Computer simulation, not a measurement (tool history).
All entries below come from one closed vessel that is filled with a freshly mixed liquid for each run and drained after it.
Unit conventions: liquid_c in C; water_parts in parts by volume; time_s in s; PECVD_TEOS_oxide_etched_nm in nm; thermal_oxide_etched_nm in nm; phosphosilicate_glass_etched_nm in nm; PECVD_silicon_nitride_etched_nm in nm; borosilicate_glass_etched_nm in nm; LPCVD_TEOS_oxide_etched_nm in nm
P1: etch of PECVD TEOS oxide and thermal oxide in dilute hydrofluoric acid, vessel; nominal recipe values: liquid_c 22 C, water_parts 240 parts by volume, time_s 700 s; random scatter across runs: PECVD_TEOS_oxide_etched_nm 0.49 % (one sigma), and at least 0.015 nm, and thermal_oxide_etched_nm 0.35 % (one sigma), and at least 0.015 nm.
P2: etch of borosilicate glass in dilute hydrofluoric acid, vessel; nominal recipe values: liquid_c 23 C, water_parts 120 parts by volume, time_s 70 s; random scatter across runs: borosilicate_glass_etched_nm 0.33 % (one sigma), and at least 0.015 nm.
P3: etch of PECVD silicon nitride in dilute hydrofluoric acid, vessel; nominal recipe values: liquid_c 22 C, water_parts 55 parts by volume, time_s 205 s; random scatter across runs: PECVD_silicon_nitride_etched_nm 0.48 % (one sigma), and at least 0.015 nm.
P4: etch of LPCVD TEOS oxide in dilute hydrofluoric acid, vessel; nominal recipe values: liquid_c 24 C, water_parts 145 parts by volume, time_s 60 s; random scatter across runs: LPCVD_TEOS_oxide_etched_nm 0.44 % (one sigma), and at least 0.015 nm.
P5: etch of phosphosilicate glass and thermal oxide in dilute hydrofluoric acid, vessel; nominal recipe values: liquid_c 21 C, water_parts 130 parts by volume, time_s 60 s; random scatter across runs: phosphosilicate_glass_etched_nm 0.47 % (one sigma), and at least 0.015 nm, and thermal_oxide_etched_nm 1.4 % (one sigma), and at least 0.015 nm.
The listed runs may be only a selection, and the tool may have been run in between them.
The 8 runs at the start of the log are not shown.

run,hour,process,liquid_c,water_parts,time_s,PECVD_TEOS_oxide_etched_nm,thermal_oxide_etched_nm,phosphosilicate_glass_etched_nm,PECVD_silicon_nitride_etched_nm,borosilicate_glass_etched_nm,LPCVD_TEOS_oxide_etched_nm
9,134.1,P1,22,75,425,74.9740,26.06100,,,,
10,146.6,P2,17,120,70,,,,,12.2350,
11,162.5,P2,23,120,30,,,,,6.6464,
12,174.4,P1,22,240,700,32.3550,11.25000,,,,
13,185.8,P2,23,120,70,,,,,15.5400,
14,204.6,P5,21,130,30,,0.89606,11.955,,,
15,213.2,P1,22,240,700,32.3190,11.32000,,,,
16,224.4,P3,22,55,205,,,,11.1940,,
17,238.2,P1,22,240,105,4.8761,1.70110,,,,
18,253.5,P1,22,75,700,124.0600,43.06600,,,,
19,266.3,P5,27,130,60,,2.16380,30.287,,,
20,282.7,P1,26,240,700,37.3360,13.06400,,,,
21,301.0,P1,17,240,700,26.6000,9.36520,,,,
22,312.4,P4,24,145,30,,,,,,10.747
23,321.6,P5,21,190,60,,1.15750,15.457,,,

Expected results for the next run?
24,336.2,P3,27,55,205,,,,?,,

PECVD_silicon_nitride_etched_nm: 15.5800 nm
